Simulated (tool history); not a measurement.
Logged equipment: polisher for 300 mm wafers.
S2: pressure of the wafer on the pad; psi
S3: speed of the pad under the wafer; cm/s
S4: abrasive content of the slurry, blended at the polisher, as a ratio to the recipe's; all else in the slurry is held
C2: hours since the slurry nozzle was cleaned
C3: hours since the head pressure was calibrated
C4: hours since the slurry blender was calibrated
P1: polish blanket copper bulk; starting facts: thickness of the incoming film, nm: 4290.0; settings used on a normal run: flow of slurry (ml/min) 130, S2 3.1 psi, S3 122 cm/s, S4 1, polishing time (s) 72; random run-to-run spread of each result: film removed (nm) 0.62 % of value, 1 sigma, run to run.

{"run": 1, "day": 0.396, "flow of slurry (ml/min)": 130, "S2": 3.1, "S3": 122, "S4": 1, "polishing time (s)": 72, "wafers polished on this pad": 435, "C2": 328.7, "C3": 789, "C4": 145, "film removed (nm)": 777.5}
{"run": 2, "day": 0.9, "flow of slurry (ml/min)": 130, "S2": 1.7, "S3": 122, "S4": 1, "polishing time (s)": 72, "wafers polished on this pad": 509, "C2": 340.8, "C3": 801.1, "C4": 157.1, "film removed (nm)": 424.56}
{"run": 3, "day": 1.346, "flow of slurry (ml/min)": 130, "S2": 3.1, "S3": 122, "S4": 1.4, "polishing time (s)": 72, "wafers polished on this pad": 574, "C2": 351.5, "C3": 811.8, "C4": 167.8, "film removed (nm)": 842.44}
{"run": 4, "day": 1.812, "flow of slurry (ml/min)": 130, "S2": 3.1, "S3": 122, "S4": 0.65, "polishing time (s)": 90, "wafers polished on this pad": 643, "C2": 362.7, "C3": 823, "C4": 179, "film removed (nm)": 890.5}
{"run": 5, "day": 2.3, "flow of slurry (ml/min)": 130, "S2": 3.1, "S3": 122, "S4": 1, "polishing time (s)": 72, "wafers polished on this pad": 714, "C2": 374.4, "C3": 834.7, "C4": 190.7, "film removed (nm)": 784.17}
{"run": 6, "day": 2.796, "flow of slurry (ml/min)": 130, "S2": 3.1, "S3": 122, "S4": 1, "polishing time (s)": 94, "wafers polished on this pad": 787, "C2": 386.3, "C3": 846.6, "C4": 202.6, "film removed (nm)": 1011.1}
{"run": 7, "day": 3.212, "flow of slurry (ml/min)": 130, "S2": 3.1, "S3": 56, "S4": 1, "polishing time (s)": 104, "wafers polished on this pad": 848, "C2": 396.3, "C3": 856.6, "C4": 212.6, "film removed (nm)": 518.69}
{"day": 3.604, "done": "head pressure recalibrated"}
{"run": 8, "day": 3.838, "flow of slurry (ml/min)": 130, "S2": 3.1, "S3": 122, "S4": 0.65, "polishing time (s)": 72, "wafers polished on this pad": 940, "C2": 411.3, "C3": 5.6, "C4": 227.6, "film removed (nm)": 714.92}
{"run": 9, "day": 4.171, "flow of slurry (ml/min)": 130, "S2": 3.1, "S3": 122, "S4": 1, "polishing time (s)": 72, "wafers polished on this pad": 989, "C2": 419.3, "C3": 13.6, "C4": 235.6, "film removed (nm)": 784.48}
{"day": 4.533, "done": "slurry nozzle cleaned"}
{"run": 10, "day": 4.821, "flow of slurry (ml/min)": 130, "S2": 3.1, "S3": 122, "S4": 1, "polishing time (s)": 72, "wafers polished on this pad": 1085, "C2": 7, "C3": 29.2, "C4": 251.2, "film removed (nm)": 779.97}
{"run": 11, "day": 5.446, "flow of slurry (ml/min)": 130, "S2": 3.1, "S3": 188, "S4": 1, "polishing time (s)": 72, "wafers polished on this pad": 1177, "C2": 22, "C3": 44.2, "C4": 266.2, "film removed (nm)": 1200.4}
{"run": 12, "day": 6.108, "flow of slurry (ml/min)": 185, "S2": 3.1, "S3": 122, "S4": 1, "polishing time (s)": 72, "wafers polished on this pad": 1274, "C2": 37.9, "C3": 60.1, "C4": 282.1, "film removed (nm)": 820.38}
{"run": 13, "day": 6.417, "flow of slurry (ml/min)": 130, "S2": 3.1, "S3": 58, "S4": 1, "polishing time (s)": 72, "wafers polished on this pad": 1319, "C2": 45.3, "C3": 67.5, "C4": 289.5, "film removed (nm)": 367.38}
{"run": 14, "day": 6.979, "flow of slurry (ml/min)": 130, "S2": 3.1, "S3": 122, "S4": 1, "polishing time (s)": 72, "wafers polished on this pad": 1402, "C2": 58.8, "C3": 81, "C4": 303, "film removed (nm)": 776.6}
{"run": 15, "day": 7.396, "flow of slurry (ml/min)": 130, "S2": 3.1, "S3": 122, "S4": 1, "polishing time (s)": 72, "wafers polished on this pad": 1463, "C2": 68.8, "C3": 91, "C4": 313, "film removed (nm)": 780.25}
{"run": 16, "day": 7.888, "flow of slurry (ml/min)": 80, "S2": 3.1, "S3": 122, "S4": 1, "polishing time (s)": 72, "wafers polished on this pad": 1535, "C2": 80.6, "C3": 102.8, "C4": 324.8, "film removed (nm)": 696.48}
{"run": 17, "day": 8.396, "flow of slurry (ml/min)": 100, "S2": 3.1, "S3": 122, "S4": 1.25, "polishing time (s)": 72, "wafers polished on this pad": 1610, "C2": 92.8, "C3": 115, "C4": 337, "film removed (nm)": 774.5}
{"day": 8.879, "done": "slurry blender recalibrated"}
{"run": 18, "day": 8.917, "flow of slurry (ml/min)": 130, "S2": 3.1, "S3": 122, "S4": 1, "polishing time (s)": 72, "wafers polished on this pad": 1687, "C2": 105.3, "C3": 127.5, "C4": 1, "film removed (nm)": 788.24}
{"run": 19, "day": 9.217, "flow of slurry (ml/min)": 130, "S2": 3.1, "S3": 122, "S4": 1, "polishing time (s)": 37, "wafers polished on this pad": 1731, "C2": 112.5, "C3": 134.7, "C4": 8.2, "film removed (nm)": 401.45}
{"run": 20, "day": 9.521, "flow of slurry (ml/min)": 130, "S2": 4.7, "S3": 122, "S4": 1, "polishing time (s)": 72, "wafers polished on this pad": 1775, "C2": 119.8, "C3": 142, "C4": 15.5, "film removed (nm)": 1175.2}
{"run": 21, "day": 9.962, "flow of slurry (ml/min)": 130, "S2": 3.1, "S3": 122, "S4": 1, "polishing time (s)": 72, "wafers polished on this pad": 1840, "C2": 130.4, "C3": 152.6, "C4": 26.1, "film removed (nm)": 772.03}
{"run": 22, "day": 10.475, "flow of slurry (ml/min)": 130, "S2": 3.1, "S3": 122, "S4": 1, "polishing time (s)": 72, "wafers polished on this pad": 1916, "C2": 142.7, "C3": 164.9, "C4": 38.4, "film removed (nm)": 765.44}
{"run": 23, "day": 10.842, "flow of slurry (ml/min)": 130, "S2": 3.1, "S3": 122, "S4": 1, "polishing time (s)": 72, "wafers polished on this pad": 1969, "C2": 151.5, "C3": 173.7, "C4": 47.2, "film removed (nm)": 742.14}
{"run": 24, "day": 11.375, "flow of slurry (ml/min)": 130, "S2": 3.1, "S3": 122, "S4": 1, "polishing time (s)": 72, "wafers polished on this pad": 2048, "C2": 164.3, "C3": 186.5, "C4": 60, "film removed (nm)": 732.16}
{"run": 25, "day": 11.925, "flow of slurry (ml/min)": 130, "S2": 3.1, "S3": 122, "S4": 1, "polishing time (s)": 72, "wafers polished on this pad": 2129, "C2": 177.5, "C3": 199.7, "C4": 73.2, "film removed (nm)": 732.76}
{"day": 11.942, "done": "slurry blender recalibrated"}
{"day": 12.275, "done": "worn pad replaced by a new one"}
{"run": 26, "day": 12.362, "flow of slurry (ml/min)": 130, "S2": 3.1, "S3": 122, "S4": 1, "polishing time (s)": 72, "wafers polished on this pad": 12, "C2": 188, "C3": 210.2, "C4": 10.2, "film removed (nm)": 723.23}
{"run": 27, "day": 13.042, "flow of slurry (ml/min)": 130, "S2": 3.1, "S3": 122, "S4": 1, "polishing time (s)": 72, "wafers polished on this pad": 112, "C2": 204.3, "C3": 226.5, "C4": 26.5, "film removed (nm)": 716.14}
{"run": 28, "day": 13.542, "flow of slurry (ml/min)": 130, "S2": 3.1, "S3": 122, "S4": 1, "polishing time (s)": 72, "wafers polished on this pad": 186, "C2": 216.3, "C3": 238.5, "C4": 38.5, "film removed (nm)": 721.42}

What P1 gives has crept off from where it sat before. The 2 causes that follow fit the log equally well, each at the size noted:
A: slurry flow missing at the pad, % = 28.6
B: head's pressure below its setpoint, % = 7.47
The creep began at about day 9.962.
All other causes, with the reason each is excluded:
removal rate lost through wear of the pad, %: was serviced at day 12.275, once the creep was under way, yet the earlier output never came back
abrasive missing from the slurry, %: was serviced at day 11.942, once the creep was under way, yet the earlier output never came back

Of the 4 check runs below, each run on 5 wafers with the results averaged and each result still a question mark, which one would tell the listed causes apart?
{"run": "check 1", "day": 14.042, "flow of slurry (ml/min)": 130, "S2": 3.1, "S3": 122, "S4": 0.8, "polishing time (s)": 72, "film removed (nm)": "?"}
{"run": "check 2", "day": 14.042, "flow of slurry (ml/min)": 130, "S2": 3.1, "S3": 122, "S4": 1.3, "polishing time (s)": 72, "film removed (nm)": "?"}
{"run": "check 3", "day": 14.042, "flow of slurry (ml/min)": 95, "S2": 3.8, "S3": 122, "S4": 1, "polishing time (s)": 72, "film removed (nm)": "?"}
{"run": "check 4", "day": 14.042, "flow of slurry (ml/min)": 130, "S2": 1.9, "S3": 122, "S4": 1, "polishing time (s)": 72, "film removed (nm)": "?"}

Expected result of each check under each candidate cause:
check=check_1 result=film_removed_(nm) if_A=687.18 if_B=687.08
check=check_2 result=film_removed_(nm) if_A=762.69 if_B=762.59
check=check_3 result=film_removed_(nm) if_A=802.43 if_B=822.08
check=check_4 result=film_removed_(nm) if_A=441.52 if_B=441.46
Smallest distance between any two causes, each pair judged by its most separating result, in per cent: check 1 0.01 %; check 2 0.01 %; check 3 2.42 %; check 4 0.01 %
The causes can be told apart only by check 3. The other checks would give nearly the same results under each of them.

Check 3 was then run and gave: film removed (nm) 820.52. Which cause is it?

It is B: head's pressure below its setpoint, %.
